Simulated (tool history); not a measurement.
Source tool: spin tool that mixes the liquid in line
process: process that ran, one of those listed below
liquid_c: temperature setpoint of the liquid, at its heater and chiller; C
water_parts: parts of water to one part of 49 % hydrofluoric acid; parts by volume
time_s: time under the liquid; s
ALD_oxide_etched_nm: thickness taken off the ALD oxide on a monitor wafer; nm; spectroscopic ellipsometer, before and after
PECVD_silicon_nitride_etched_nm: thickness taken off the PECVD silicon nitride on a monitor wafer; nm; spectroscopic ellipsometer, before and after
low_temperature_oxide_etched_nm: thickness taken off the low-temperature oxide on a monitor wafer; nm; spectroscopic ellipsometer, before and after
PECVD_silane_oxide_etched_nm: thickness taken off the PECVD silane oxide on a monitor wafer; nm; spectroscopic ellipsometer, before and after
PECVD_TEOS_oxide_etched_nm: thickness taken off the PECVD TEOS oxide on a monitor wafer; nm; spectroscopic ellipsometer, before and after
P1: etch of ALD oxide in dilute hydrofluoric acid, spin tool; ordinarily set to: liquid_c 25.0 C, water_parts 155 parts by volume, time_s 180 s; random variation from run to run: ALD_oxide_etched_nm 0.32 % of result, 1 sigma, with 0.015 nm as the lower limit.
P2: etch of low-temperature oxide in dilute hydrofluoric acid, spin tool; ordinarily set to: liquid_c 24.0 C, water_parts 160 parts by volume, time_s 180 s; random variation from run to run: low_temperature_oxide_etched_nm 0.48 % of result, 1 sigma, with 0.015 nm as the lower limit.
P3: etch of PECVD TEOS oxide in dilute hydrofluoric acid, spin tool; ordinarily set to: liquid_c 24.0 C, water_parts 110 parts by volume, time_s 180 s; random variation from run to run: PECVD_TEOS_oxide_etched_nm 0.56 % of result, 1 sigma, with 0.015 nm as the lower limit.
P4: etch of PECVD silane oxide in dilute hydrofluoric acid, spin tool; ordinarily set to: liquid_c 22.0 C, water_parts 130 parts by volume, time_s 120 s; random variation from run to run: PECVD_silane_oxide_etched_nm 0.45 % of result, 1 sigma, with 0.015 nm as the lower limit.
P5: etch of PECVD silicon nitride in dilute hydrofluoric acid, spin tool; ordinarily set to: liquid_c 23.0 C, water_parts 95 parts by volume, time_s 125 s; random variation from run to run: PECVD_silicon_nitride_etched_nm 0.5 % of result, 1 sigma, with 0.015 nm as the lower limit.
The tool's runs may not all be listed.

| run | hour | process | liquid_c | water_parts | time_s | ALD_oxide_etched_nm | PECVD_silicon_nitride_etched_nm | low_temperature_oxide_etched_nm | PECVD_silane_oxide_etched_nm | PECVD_TEOS_oxide_etched_nm |
|---|---|---|---|---|---|---|---|---|---|---|
| 1 | 6.3 | P1 | 25.0 | 155 | 180 | 16.7900 |  |  |  |  |
| 2 | 12.1 | P1 | 25.0 | 265 | 180 | 8.8106 |  |  |  |  |
| 3 | 20.8 | P5 | 23.0 | 40 | 125 |  | 10.3360 |  |  |  |
| 4 | 27.0 | P2 | 24.0 | 160 | 335 |  |  | 48.698 |  |  |
| 5 | 34.1 | P1 | 29.5 | 155 | 180 | 19.8640 |  |  |  |  |
| 6 | 45.9 | P5 | 23.0 | 95 | 125 |  | 4.4855 |  |  |  |
| 7 | 59.3 | P1 | 25.0 | 155 | 180 | 16.8180 |  |  |  |  |
| 8 | 68.3 | P1 | 31.5 | 155 | 260 | 30.6990 |  |  |  |  |
| 9 | 76.1 | P4 | 22.0 | 130 | 120 |  |  |  | 19.6020 |  |
| 10 | 86.4 | P5 | 17.0 | 95 | 125 |  | 2.9940 |  |  |  |
| 11 | 94.4 | P1 | 20.5 | 155 | 180 | 14.1590 |  |  |  |  |
| 12 | 103.3 | P2 | 32.5 | 160 | 180 |  |  | 35.691 |  |  |
| 13 | 112.0 | P4 | 22.0 | 190 | 120 |  |  |  | 12.6310 |  |
| 14 | 121.7 | P2 | 24.0 | 160 | 180 |  |  | 26.153 |  |  |
| 15 | 128.7 | P3 | 24.0 | 40 | 180 |  |  |  |  | 73.909 |
| 16 | 140.7 | P4 | 22.0 | 130 | 120 |  |  |  | 19.6850 |  |
| 17 | 149.8 | P1 | 25.0 | 155 | 180 | 16.8140 |  |  |  |  |
| 18 | 155.8 | P5 | 23.0 | 95 | 125 |  | 4.5030 |  |  |  |
| 19 | 167.1 | P1 | 25.0 | 155 | 300 | 28.1400 |  |  |  |  |
| 20 | 176.2 | P3 | 24.0 | 110 | 25 |  |  |  |  | 3.491 |
| 21 | 187.2 | P3 | 29.5 | 110 | 180 |  |  |  |  | 30.605 |
| 22 | 194.7 | P3 | 24.0 | 110 | 180 |  |  |  |  | 24.536 |
| 23 | 206.8 | P1 | 25.0 | 155 | 180 | 16.8120 |  |  |  |  |
| 24 | 215.1 | P1 | 25.0 | 155 | 180 | 16.7360 |  |  |  |  |
| 25 | 228.0 | P1 | 25.0 | 155 | 60 | 5.6384 |  |  |  |  |
| 26 | 240.3 | P4 | 22.0 | 130 | 15 |  |  |  | 2.4684 |  |
| 27 | 246.6 | P1 | 25.0 | 70 | 180 | 41.4820 |  |  |  |  |
| 28 | 256.8 | P4 | 17.0 | 130 | 120 |  |  |  | 16.1670 |  |
| 29 | 266.1 | P5 | 23.0 | 95 | 35 |  | 1.2782 |  |  |  |
| 30 | 277.5 | P2 | 24.0 | 260 | 180 |  |  | 14.493 |  |  |
| 31 | 284.2 | P1 | 25.0 | 155 | 180 | 16.8130 |  |  |  |  |
| 32 | 297.0 | P1 | 25.0 | 155 | 180 | 16.2950 |  |  |  |  |
| 33 | 303.5 | P1 | 25.0 | 155 | 180 | 16.1660 |  |  |  |  |
| 34 | 315.6 | P1 | 25.0 | 155 | 180 | 16.0020 |  |  |  |  |
| 35 | 328.1 | P1 | 25.0 | 155 | 180 | 15.9470 |  |  |  |  |
| 36 | 341.0 | P1 | 25.0 | 155 | 180 | 15.8370 |  |  |  |  |
| 37 | 351.8 | P1 | 25.0 | 155 | 180 | 15.8420 |  |  |  |  |
| 38 | 359.6 | P1 | 25.0 | 155 | 180 | 15.7730 |  |  |  |  |
| 39 | 365.8 | P1 | 25.0 | 155 | 180 | 15.8180 |  |  |  |  |

The log shows P1 creeping away from where it was. Any of the 2 causes listed here, at the size stated for it, fits the log just as well as the others:
A: hydrofluoric acid flow below the setpoint (%) = 5.07
B: liquid colder than its thermometer reads (K) = 1.63
The creep began at about hour 284.2.

Consider the 4 single-wafer check runs listed below, results given as question marks: which one distinguishes between the causes by giving clearly different results for each?
| check 1 | 372.0 | P5 | 20.0 | 95 | 125 |  | ? |  |  |  |
| check 2 | 372.0 | P4 | 17.0 | 130 | 45 |  |  |  | ? |  |
| check 3 | 372.0 | P2 | 30.0 | 160 | 180 |  |  | ? |  |  |
| check 4 | 372.0 | P3 | 24.0 | 60 | 50 |  |  |  |  | ? |

Outcome of each check run for each possible cause:
| check | result | if A | if B |
|---|---|---|---|
| check 1 | PECVD_silicon_nitride_etched_nm | 3.4925 | 3.2853 |
| check 2 | PECVD_silane_oxide_etched_nm | 5.6934 | 5.6412 |
| check 3 | low_temperature_oxide_etched_nm | 30.752 | 30.888 |
| check 4 | PECVD_TEOS_oxide_etched_nm | 12.645 | 12.509 |
Per-check spread between the two closest causes, in the result where they differ most: check 1 6.12 %; check 2 0.92 %; check 3 0.44 %; check 4 1.09 %
Check 1 is the one run that separates the causes; every other check would come out nearly the same whichever cause is at work.

Check 1 was carried out, with these results: PECVD_silicon_nitride_etched_nm 3.2797 nm. Which of the listed causes is responsible?

The correct cause is B, namely: liquid colder than its thermometer reads (K).
